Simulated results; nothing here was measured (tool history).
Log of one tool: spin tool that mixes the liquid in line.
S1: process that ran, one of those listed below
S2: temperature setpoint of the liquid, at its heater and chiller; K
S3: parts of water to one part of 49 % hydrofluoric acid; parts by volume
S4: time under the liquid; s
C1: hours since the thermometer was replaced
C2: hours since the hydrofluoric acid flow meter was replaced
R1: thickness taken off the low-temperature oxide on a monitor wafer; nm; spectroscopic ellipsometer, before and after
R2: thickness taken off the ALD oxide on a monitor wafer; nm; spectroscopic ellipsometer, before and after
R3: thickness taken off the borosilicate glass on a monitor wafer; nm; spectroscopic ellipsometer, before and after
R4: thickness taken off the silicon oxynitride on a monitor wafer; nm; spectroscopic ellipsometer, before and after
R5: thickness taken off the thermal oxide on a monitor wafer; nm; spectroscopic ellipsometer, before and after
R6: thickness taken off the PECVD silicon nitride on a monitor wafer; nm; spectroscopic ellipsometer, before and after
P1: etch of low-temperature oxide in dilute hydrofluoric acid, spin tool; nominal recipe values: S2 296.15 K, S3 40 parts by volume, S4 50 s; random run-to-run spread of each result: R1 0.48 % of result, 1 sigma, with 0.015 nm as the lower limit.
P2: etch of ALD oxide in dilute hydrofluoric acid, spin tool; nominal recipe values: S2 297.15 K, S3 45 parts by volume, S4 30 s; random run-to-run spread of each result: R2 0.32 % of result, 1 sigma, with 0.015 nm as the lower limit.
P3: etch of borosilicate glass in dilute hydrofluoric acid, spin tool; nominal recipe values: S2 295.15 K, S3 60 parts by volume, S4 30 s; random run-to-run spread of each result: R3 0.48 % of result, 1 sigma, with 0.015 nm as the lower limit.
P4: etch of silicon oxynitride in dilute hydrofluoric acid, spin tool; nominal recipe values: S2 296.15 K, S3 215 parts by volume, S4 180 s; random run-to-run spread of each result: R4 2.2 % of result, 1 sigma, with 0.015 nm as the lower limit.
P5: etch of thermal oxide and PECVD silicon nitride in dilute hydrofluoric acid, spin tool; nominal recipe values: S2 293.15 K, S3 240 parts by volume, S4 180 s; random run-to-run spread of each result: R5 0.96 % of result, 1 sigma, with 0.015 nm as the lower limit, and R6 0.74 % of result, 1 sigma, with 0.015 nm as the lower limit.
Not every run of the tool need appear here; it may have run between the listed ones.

run,hour,S1,S2,S3,S4,C1,C2,R1,R2,R3,R4,R5,R6
1,6,P1,296.15,40,50,169.3,876.7,27.745,,,,,
2,11.8,P2,305.15,45,30,175.1,882.5,,17.583,,,,
3,20.5,P3,295.15,60,15,183.8,891.2,,,10.299,,,
4,27.4,P3,290.15,60,30,190.7,898.1,,,16.734,,,
5,36.4,P4,303.65,215,180,199.7,907.1,,,,1.4063,,
6,45.2,P3,295.15,60,30,208.5,915.9,,,20.677,,,
7,52.9,P4,296.15,215,180,216.2,923.6,,,,1.0457,,
8,62.4,P5,293.15,240,95,225.7,933.1,,,,,1.4178,1.7547
9,69.2,P1,296.15,65,20,232.5,939.9,6.5298,,,,,
10,76.4,P1,296.15,40,50,239.7,947.1,27.684,,,,,
11,86.3,P1,296.15,40,95,249.6,957,52.526,,,,,
12,92.6,P2,297.15,45,30,255.9,963.3,,12.708,,,,
13,101.5,P1,296.15,40,50,264.8,972.2,27.571,,,,,
14,106.2,P5,293.15,240,180,269.5,976.9,,,,,2.6447,3.3102
15,112.9,P4,296.15,395,180,276.2,983.6,,,,0.46436,,
16,121.3,P1,296.15,25,50,284.6,992,44.762,,,,,
17,127.1,P5,299.65,240,180,290.4,997.8,,,,,3.3289,5.0036
18,133,P2,297.15,20,30,296.3,1003.7,,29.695,,,,
19,141,P1,290.15,40,90,304.3,1011.7,38.363,,,,,
20,150.1,P1,296.15,60,50,313.4,1020.8,17.944,,,,,
21,160.2,P1,302.65,40,50,323.5,1030.9,35.984,,,,,
22,167.7,P1,296.15,40,50,331,1038.4,27.601,,,,,
23,173,P3,295.15,60,30,336.3,1043.7,,,20.822,,,
24,178.4,P3,295.15,105,30,341.7,1049.1,,,11.157,,,
25,188.5,P1,296.15,40,25,351.8,1059.2,13.869,,,,,
26,193.3,P1,291.65,20,50,356.6,1064,46.118,,,,,
27,200.2,P1,296.15,40,50,363.5,1070.9,27.719,,,,,
28,206.2,P2,297.15,45,50,369.5,1076.9,,21.202,,,,
29,215.1,P1,296.15,40,50,378.4,1085.8,27.573,,,,,
30,225,P4,296.15,215,290,388.3,1095.7,,,,1.576,,
31,230.3,P4,296.15,215,180,393.6,1101,,,,0.98563,,
32,236.5,P1,290.15,40,50,399.8,1107.2,21.33,,,,,
33,245.8,P5,293.15,385,180,409.1,1116.5,,,,,1.4686,2.1133
34,250.7,P1,296.15,40,50,414,1121.4,27.239,,,,,
35,259.8,P1,296.15,40,50,423.1,1130.5,28.461,,,,,
36,268.9,P1,296.15,40,50,432.2,1139.6,29.331,,,,,
37,275.9,P1,296.15,40,50,439.2,1146.6,29.442,,,,,
38,282.5,P1,296.15,40,50,445.8,1153.2,29.834,,,,,
39,292.4,P1,296.15,40,50,455.7,1163.1,30.27,,,,,
40,297,P1,296.15,40,50,460.3,1167.7,30.046,,,,,
41,306.7,P1,296.15,40,50,470,1177.4,30.051,,,,,
42,315.7,P1,296.15,40,50,479,1186.4,30.076,,,,,
43,320.9,P1,296.15,40,50,484.2,1191.6,30.319,,,,,
44,329.5,P1,296.15,40,50,492.8,1200.2,30.281,,,,,

Something has made what P1 gives creep away from where it was; the 2 causes below, each at its own stated size, fit the log equally well:
A: hydrofluoric acid flow above the setpoint (%) = 9.22
B: liquid hotter than its thermometer reads (K) = 2.24
Creep in the process output first set in at about hour 250.7.

Below are 4 check runs, each averaged over 2 wafers, with their results shown as question marks. Which of them would give clearly different results depending on which cause is behind the drift?
check 1,338.1,P4,296.15,215,180,,,,,,?,,
check 2,338.1,P2,297.15,45,30,,,,?,,,,
check 3,338.1,P3,295.15,60,30,,,,,?,,,
check 4,338.1,P5,293.15,240,180,,,,,,,?,?

If the cause were each of the candidates in turn, the checks would give the following:
check,result,if A,if B
check 1,R4,1.1157,1.1131
check 2,R2,13.992,13.97
check 3,R3,22.65,22.594
check 4,R5,2.9797,2.9089
check 4,R6,3.6415,3.8588
Separation of the two closest causes in each check, using whichever result separates them best: check 1 0.23 %; check 2 0.15 %; check 3 0.25 %; check 4 5.8 %
Check 4 distinguishes between the causes, while the remaining checks would return nearly the same result for all of them.

Running check 4 produced the following: R5 2.9903 nm; R6 3.6352 nm. Which one of the listed causes fits?

A is the cause: hydrofluoric acid flow above the setpoint (%).
